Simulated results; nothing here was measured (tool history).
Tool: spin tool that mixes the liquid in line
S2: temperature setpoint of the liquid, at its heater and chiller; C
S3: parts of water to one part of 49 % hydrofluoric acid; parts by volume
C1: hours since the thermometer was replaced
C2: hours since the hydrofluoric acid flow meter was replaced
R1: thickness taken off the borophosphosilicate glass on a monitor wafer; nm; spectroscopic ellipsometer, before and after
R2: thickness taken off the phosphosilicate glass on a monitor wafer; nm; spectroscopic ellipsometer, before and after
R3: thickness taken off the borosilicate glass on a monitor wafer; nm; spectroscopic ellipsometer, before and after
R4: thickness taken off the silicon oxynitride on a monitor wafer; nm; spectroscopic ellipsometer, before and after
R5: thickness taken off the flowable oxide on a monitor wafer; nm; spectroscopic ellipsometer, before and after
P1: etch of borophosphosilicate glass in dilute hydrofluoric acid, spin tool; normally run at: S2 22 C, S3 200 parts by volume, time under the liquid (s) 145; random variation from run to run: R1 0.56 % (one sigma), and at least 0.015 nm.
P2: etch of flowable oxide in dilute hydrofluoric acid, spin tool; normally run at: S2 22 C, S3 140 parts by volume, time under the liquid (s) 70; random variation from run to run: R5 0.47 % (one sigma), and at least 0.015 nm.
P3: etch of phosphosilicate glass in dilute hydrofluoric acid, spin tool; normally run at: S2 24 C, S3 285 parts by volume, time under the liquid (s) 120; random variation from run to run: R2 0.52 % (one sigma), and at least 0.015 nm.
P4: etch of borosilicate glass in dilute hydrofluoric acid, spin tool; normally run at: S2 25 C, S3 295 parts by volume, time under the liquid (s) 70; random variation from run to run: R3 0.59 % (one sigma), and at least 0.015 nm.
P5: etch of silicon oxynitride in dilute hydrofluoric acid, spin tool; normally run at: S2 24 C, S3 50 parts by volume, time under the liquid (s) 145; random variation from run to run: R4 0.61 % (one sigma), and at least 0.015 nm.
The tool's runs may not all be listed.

{"run": 1, "day": 0.221, "process that ran": "P1", "S2": 22, "S3": 200, "time under the liquid (s)": 145, "C1": 1327.1, "C2": 1096.2, "R1": 16.842}
{"run": 2, "day": 0.529, "process that ran": "P3", "S2": 24, "S3": 285, "time under the liquid (s)": 120, "C1": 1334.5, "C2": 1103.6, "R2": 35.357}
{"run": 3, "day": 0.812, "process that ran": "P4", "S2": 25, "S3": 295, "time under the liquid (s)": 15, "C1": 1341.3, "C2": 1110.4, "R3": 0.96985}
{"run": 4, "day": 1.017, "process that ran": "P1", "S2": 22, "S3": 65, "time under the liquid (s)": 275, "C1": 1346.2, "C2": 1115.3, "R1": 114.35}
{"run": 5, "day": 1.342, "process that ran": "P3", "S2": 24, "S3": 285, "time under the liquid (s)": 55, "C1": 1354, "C2": 1123.1, "R2": 16.333}
{"run": 6, "day": 1.546, "process that ran": "P5", "S2": 24, "S3": 50, "time under the liquid (s)": 235, "C1": 1358.9, "C2": 1128, "R4": 7.0292}
{"run": 7, "day": 1.754, "process that ran": "P3", "S2": 24, "S3": 285, "time under the liquid (s)": 120, "C1": 1363.9, "C2": 1133, "R2": 35.587}
{"run": 8, "day": 1.992, "process that ran": "P2", "S2": 22, "S3": 140, "time under the liquid (s)": 70, "C1": 1369.6, "C2": 1138.7, "R5": 10.428}
{"run": 9, "day": 2.158, "process that ran": "P1", "S2": 22, "S3": 200, "time under the liquid (s)": 145, "C1": 1373.6, "C2": 1142.7, "R1": 16.765}
{"run": 10, "day": 2.442, "process that ran": "P2", "S2": 22, "S3": 230, "time under the liquid (s)": 70, "C1": 1380.4, "C2": 1149.5, "R5": 5.7532}
{"run": 11, "day": 2.717, "process that ran": "P1", "S2": 22, "S3": 200, "time under the liquid (s)": 145, "C1": 1387, "C2": 1156.1, "R1": 16.758}
{"run": 12, "day": 2.975, "process that ran": "P1", "S2": 22, "S3": 200, "time under the liquid (s)": 25, "C1": 1393.2, "C2": 1162.3, "R1": 2.8746}
{"run": 13, "day": 3.171, "process that ran": "P4", "S2": 25, "S3": 75, "time under the liquid (s)": 70, "C1": 1397.9, "C2": 1167, "R3": 23.306}
{"run": 14, "day": 3.329, "process that ran": "P2", "S2": 22, "S3": 140, "time under the liquid (s)": 110, "C1": 1401.7, "C2": 1170.8, "R5": 16.241}
{"run": 15, "day": 3.608, "process that ran": "P3", "S2": 24, "S3": 55, "time under the liquid (s)": 120, "C1": 1408.4, "C2": 1177.5, "R2": 239.44}
{"run": 16, "day": 3.846, "process that ran": "P1", "S2": 22, "S3": 200, "time under the liquid (s)": 145, "C1": 1414.1, "C2": 1183.2, "R1": 16.799}
{"run": 17, "day": 4.038, "process that ran": "P1", "S2": 29, "S3": 200, "time under the liquid (s)": 235, "C1": 1418.7, "C2": 1187.8, "R1": 34.883}
{"run": 18, "day": 4.233, "process that ran": "P1", "S2": 22, "S3": 80, "time under the liquid (s)": 145, "C1": 1423.4, "C2": 1192.5, "R1": 47.941}
{"run": 19, "day": 4.592, "process that ran": "P4", "S2": 25, "S3": 295, "time under the liquid (s)": 70, "C1": 1432, "C2": 1201.1, "R3": 4.551}
{"run": 20, "day": 4.95, "process that ran": "P5", "S2": 24, "S3": 50, "time under the liquid (s)": 145, "C1": 1440.6, "C2": 1209.7, "R4": 4.2848}
{"run": 21, "day": 5.271, "process that ran": "P1", "S2": 17, "S3": 200, "time under the liquid (s)": 85, "C1": 1448.3, "C2": 1217.4, "R1": 8.0568}
{"run": 22, "day": 5.6, "process that ran": "P2", "S2": 17, "S3": 140, "time under the liquid (s)": 70, "C1": 1456.2, "C2": 1225.3, "R5": 8.4927}
{"run": 23, "day": 5.892, "process that ran": "P5", "S2": 17, "S3": 50, "time under the liquid (s)": 145, "C1": 1463.2, "C2": 1232.3, "R4": 3.0738}
{"run": 24, "day": 6.25, "process that ran": "P3", "S2": 31.5, "S3": 285, "time under the liquid (s)": 120, "C1": 1471.8, "C2": 1240.9, "R2": 45.538}
{"run": 25, "day": 6.525, "process that ran": "P1", "S2": 22, "S3": 200, "time under the liquid (s)": 145, "C1": 1478.4, "C2": 1247.5, "R1": 16.65}
{"run": 26, "day": 6.75, "process that ran": "P1", "S2": 22, "S3": 335, "time under the liquid (s)": 145, "C1": 1483.8, "C2": 1252.9, "R1": 8.7706}
{"run": 27, "day": 7.042, "process that ran": "P1", "S2": 22, "S3": 200, "time under the liquid (s)": 145, "C1": 1490.8, "C2": 1259.9, "R1": 16.517}
{"run": 28, "day": 7.35, "process that ran": "P2", "S2": 22, "S3": 140, "time under the liquid (s)": 70, "C1": 1498.2, "C2": 1267.3, "R5": 10.405}
{"run": 29, "day": 7.712, "process that ran": "P4", "S2": 25, "S3": 295, "time under the liquid (s)": 70, "C1": 1506.9, "C2": 1276, "R3": 4.5986}
{"run": 30, "day": 7.946, "process that ran": "P5", "S2": 24, "S3": 85, "time under the liquid (s)": 145, "C1": 1512.5, "C2": 1281.6, "R4": 2.4869}
{"run": 31, "day": 8.267, "process that ran": "P1", "S2": 22, "S3": 200, "time under the liquid (s)": 285, "C1": 1520.2, "C2": 1289.3, "R1": 32.843}
{"run": 32, "day": 8.462, "process that ran": "P1", "S2": 17, "S3": 200, "time under the liquid (s)": 145, "C1": 1524.9, "C2": 1294, "R1": 13.799}
{"run": 33, "day": 8.7, "process that ran": "P4", "S2": 18, "S3": 295, "time under the liquid (s)": 70, "C1": 1530.6, "C2": 1299.7, "R3": 3.6217}
{"run": 34, "day": 8.946, "process that ran": "P1", "S2": 30, "S3": 200, "time under the liquid (s)": 145, "C1": 1536.5, "C2": 1305.6, "R1": 22.434}
{"run": 35, "day": 9.3, "process that ran": "P1", "S2": 22, "S3": 200, "time under the liquid (s)": 145, "C1": 1545, "C2": 1314.1, "R1": 16.825}
{"run": 36, "day": 9.55, "process that ran": "P1", "S2": 22, "S3": 200, "time under the liquid (s)": 145, "C1": 1551, "C2": 1320.1, "R1": 17.365}
{"run": 37, "day": 9.904, "process that ran": "P1", "S2": 22, "S3": 200, "time under the liquid (s)": 145, "C1": 1559.5, "C2": 1328.6, "R1": 17.648}
{"run": 38, "day": 10.146, "process that ran": "P1", "S2": 22, "S3": 200, "time under the liquid (s)": 145, "C1": 1565.3, "C2": 1334.4, "R1": 17.659}
{"run": 39, "day": 10.329, "process that ran": "P1", "S2": 22, "S3": 200, "time under the liquid (s)": 145, "C1": 1569.7, "C2": 1338.8, "R1": 17.852}
{"run": 40, "day": 10.604, "process that ran": "P1", "S2": 22, "S3": 200, "time under the liquid (s)": 145, "C1": 1576.3, "C2": 1345.4, "R1": 17.99}
{"run": 41, "day": 10.862, "process that ran": "P1", "S2": 22, "S3": 200, "time under the liquid (s)": 145, "C1": 1582.5, "C2": 1351.6, "R1": 18.163}

What P1 gives has crept away from where it was. These 2 causes fit the log equally well, each at the size given:
A: hydrofluoric acid flow above the setpoint (%) = 6.34
B: liquid hotter than its thermometer reads (K) = 1.98
The creep began at about day 9.3.

4 check runs are offered, each on 5 wafers whose results are averaged, their results left as question marks. Which one tells the causes apart?
{"run": "check 1", "day": 11.121, "process that ran": "P4", "S2": 25, "S3": 130, "time under the liquid (s)": 15, "R3": "?"}
{"run": "check 2", "day": 11.121, "process that ran": "P5", "S2": 18.5, "S3": 80, "time under the liquid (s)": 145, "R4": "?"}
{"run": "check 3", "day": 11.121, "process that ran": "P3", "S2": 24, "S3": 145, "time under the liquid (s)": 80, "R2": "?"}
{"run": "check 4", "day": 11.121, "process that ran": "P2", "S2": 22, "S3": 215, "time under the liquid (s)": 70, "R5": "?"}

What each check would give under each cause:
check=check_1 result=R3 if_A=2.884 if_B=2.8969
check=check_2 result=R4 if_A=2.1559 if_B=2.2295
check=check_3 result=R2 if_A=58.018 if_B=58.238
check=check_4 result=R5 if_A=6.7376 if_B=6.7293
How far apart the two closest causes lie, in the result that separates them most: check 1 0.44 %; check 2 3.36 %; check 3 0.38 %; check 4 0.12 %
Check 2 tells the causes apart: in the others they would give nearly the same result.

Then check 2 was run and gave: R4 2.2331 nm. Which cause is it?

It is B: liquid hotter than its thermometer reads (K).

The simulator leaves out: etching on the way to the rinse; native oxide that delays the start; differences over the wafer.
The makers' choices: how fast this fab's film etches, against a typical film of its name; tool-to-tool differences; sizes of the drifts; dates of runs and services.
